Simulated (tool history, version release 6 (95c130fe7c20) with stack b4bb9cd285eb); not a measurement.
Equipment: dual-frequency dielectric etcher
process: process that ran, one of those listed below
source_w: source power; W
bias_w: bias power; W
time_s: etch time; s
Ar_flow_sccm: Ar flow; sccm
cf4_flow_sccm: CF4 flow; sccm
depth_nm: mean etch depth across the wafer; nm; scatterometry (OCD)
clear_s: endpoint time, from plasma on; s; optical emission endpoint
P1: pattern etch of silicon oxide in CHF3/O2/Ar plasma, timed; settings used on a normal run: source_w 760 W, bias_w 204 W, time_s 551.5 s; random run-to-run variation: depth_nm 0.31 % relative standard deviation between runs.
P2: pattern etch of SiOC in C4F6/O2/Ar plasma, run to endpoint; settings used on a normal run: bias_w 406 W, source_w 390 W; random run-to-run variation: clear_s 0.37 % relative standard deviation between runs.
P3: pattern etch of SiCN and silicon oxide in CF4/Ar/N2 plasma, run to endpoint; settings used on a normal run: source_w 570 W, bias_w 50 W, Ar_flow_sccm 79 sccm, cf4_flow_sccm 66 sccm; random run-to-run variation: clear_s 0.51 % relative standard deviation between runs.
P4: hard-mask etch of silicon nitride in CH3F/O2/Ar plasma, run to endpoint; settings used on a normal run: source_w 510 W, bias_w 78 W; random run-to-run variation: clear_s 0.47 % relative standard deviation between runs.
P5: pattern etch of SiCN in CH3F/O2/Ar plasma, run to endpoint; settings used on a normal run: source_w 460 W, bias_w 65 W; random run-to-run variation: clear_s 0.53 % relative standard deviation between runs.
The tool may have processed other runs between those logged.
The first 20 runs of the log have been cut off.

Run 21, day 10.121: process P5, source_w 460 W, bias_w 65 W. Result: clear_s 22.2360 s.
Run 22, day 10.662: process P4, source_w 510 W, bias_w 78 W. Result: clear_s 57.3660 s.
Run 23, day 11.079: process P3, source_w 570 W, bias_w 50 W, Ar_flow_sccm 65 sccm, cf4_flow_sccm 66 sccm. Result: clear_s 12.2810 s.
Run 24, day 11.679: process P2, source_w 390 W, bias_w 499 W. Result: clear_s 13.2400 s.
Run 25, day 12.033: process P1, source_w 760 W, bias_w 204 W, time_s 551.5 s. Result: depth_nm 1255.60 nm.
Run 26, day 12.588: process P1, source_w 760 W, bias_w 262 W, time_s 551.5 s. Result: depth_nm 1376.30 nm.
Run 27, day 13.096: process P5, source_w 460 W, bias_w 65 W. Result: clear_s 22.4330 s.
Run 28, day 13.612: process P1, source_w 760 W, bias_w 204 W, time_s 551.5 s. Result: depth_nm 1255.50 nm.
Run 29, day 14.217: process P1, source_w 760 W, bias_w 163 W, time_s 307.0 s. Result: depth_nm 647.94 nm.
Run 30, day 14.533: process P4, source_w 510 W, bias_w 50 W. Result: clear_s 66.2810 s.
Run 31, day 14.854: process P3, source_w 570 W, bias_w 50 W, Ar_flow_sccm 79 sccm, cf4_flow_sccm 79 sccm. Result: clear_s 12.3230 s.
Run 32, day 15.425: process P1, source_w 760 W, bias_w 204 W, time_s 551.5 s. Result: depth_nm 1260.10 nm.
Run 33, day 15.742: process P1, source_w 760 W, bias_w 204 W, time_s 551.5 s. Result: depth_nm 1258.30 nm.
Run 34, day 16.112: process P1, source_w 760 W, bias_w 204 W, time_s 551.5 s. Result: depth_nm 1268.90 nm.
Run 35, day 16.433: process P1, source_w 760 W, bias_w 204 W, time_s 551.5 s. Result: depth_nm 1273.90 nm.
Run 36, day 17.100: process P1, source_w 760 W, bias_w 204 W, time_s 551.5 s. Result: depth_nm 1275.30 nm.
Run 37, day 17.604: process P1, source_w 760 W, bias_w 204 W, time_s 551.5 s. Result: depth_nm 1271.60 nm.
At day 17.746: wet clean of the chamber.
Run 38, day 17.908: process P1, source_w 760 W, bias_w 204 W, time_s 551.5 s. Result: depth_nm 1280.10 nm.

The next listed run, before its measurement:
Run 39, day 18.488: process P1, source_w 760 W, bias_w 204 W, time_s 551.5 s. Result: depth_nm ?.

depth_nm: 1282.00 nm

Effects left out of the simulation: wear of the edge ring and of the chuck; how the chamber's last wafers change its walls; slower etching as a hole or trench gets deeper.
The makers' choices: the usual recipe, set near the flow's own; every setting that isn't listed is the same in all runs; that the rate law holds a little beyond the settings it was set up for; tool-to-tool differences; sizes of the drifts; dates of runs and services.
